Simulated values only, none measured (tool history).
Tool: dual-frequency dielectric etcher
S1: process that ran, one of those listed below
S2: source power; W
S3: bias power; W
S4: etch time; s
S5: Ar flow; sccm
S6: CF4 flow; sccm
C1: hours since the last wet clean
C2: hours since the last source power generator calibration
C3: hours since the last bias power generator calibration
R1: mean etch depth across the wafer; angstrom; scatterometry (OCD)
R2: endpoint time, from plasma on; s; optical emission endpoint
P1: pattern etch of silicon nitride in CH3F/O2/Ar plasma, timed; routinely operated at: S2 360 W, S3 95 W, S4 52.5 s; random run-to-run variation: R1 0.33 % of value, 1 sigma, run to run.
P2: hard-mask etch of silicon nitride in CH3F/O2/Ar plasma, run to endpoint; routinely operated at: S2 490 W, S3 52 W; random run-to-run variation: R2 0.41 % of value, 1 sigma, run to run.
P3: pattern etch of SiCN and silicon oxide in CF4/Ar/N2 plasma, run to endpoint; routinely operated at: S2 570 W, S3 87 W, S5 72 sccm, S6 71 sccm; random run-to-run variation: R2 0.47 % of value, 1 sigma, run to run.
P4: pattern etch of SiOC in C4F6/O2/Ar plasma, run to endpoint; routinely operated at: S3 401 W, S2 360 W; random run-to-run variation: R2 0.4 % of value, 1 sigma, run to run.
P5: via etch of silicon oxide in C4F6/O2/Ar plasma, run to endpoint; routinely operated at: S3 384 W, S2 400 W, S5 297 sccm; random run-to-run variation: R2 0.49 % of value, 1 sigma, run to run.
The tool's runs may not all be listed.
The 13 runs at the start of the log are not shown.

{"run": 14, "day": 5.021, "S1": "P1", "S2": 360, "S3": 62, "S4": 64.5, "C1": 215.1, "C2": 53.2, "C3": 2377.4, "R1": 405.86}
{"run": 15, "day": 5.45, "S1": "P2", "S2": 490, "S3": 52, "C1": 225.4, "C2": 63.5, "C3": 2387.7, "R2": 82.994}
{"run": 16, "day": 5.95, "S1": "P1", "S2": 360, "S3": 95, "S4": 79, "C1": 237.4, "C2": 75.5, "C3": 2399.7, "R1": 576.33}
{"run": 17, "day": 6.371, "S1": "P5", "S2": 400, "S3": 384, "S5": 297, "C1": 247.5, "C2": 85.6, "C3": 2409.8, "R2": 19.009}
{"run": 18, "day": 6.704, "S1": "P5", "S2": 560, "S3": 384, "S5": 297, "C1": 255.5, "C2": 93.6, "C3": 2417.8, "R2": 16.97}
{"run": 19, "day": 7.167, "S1": "P2", "S2": 490, "S3": 71, "C1": 266.6, "C2": 104.7, "C3": 2428.9, "R2": 75.713}
{"run": 20, "day": 7.558, "S1": "P1", "S2": 280, "S3": 95, "S4": 52.5, "C1": 276, "C2": 114.1, "C3": 2438.3, "R1": 349.09}
{"run": 21, "day": 7.812, "S1": "P1", "S2": 360, "S3": 95, "S4": 52.5, "C1": 282.1, "C2": 120.2, "C3": 2444.4, "R1": 384.81}
{"run": 22, "day": 8.346, "S1": "P1", "S2": 360, "S3": 123, "S4": 52.5, "C1": 294.9, "C2": 133, "C3": 2457.2, "R1": 422.06}

Forecast run 23:
{"run": 23, "day": 8.642, "S1": "P1", "S2": 360, "S3": 62, "S4": 52.5, "C1": 302, "C2": 140.1, "C3": 2464.3, "R1": "?"}

R1: 332.89 angstrom

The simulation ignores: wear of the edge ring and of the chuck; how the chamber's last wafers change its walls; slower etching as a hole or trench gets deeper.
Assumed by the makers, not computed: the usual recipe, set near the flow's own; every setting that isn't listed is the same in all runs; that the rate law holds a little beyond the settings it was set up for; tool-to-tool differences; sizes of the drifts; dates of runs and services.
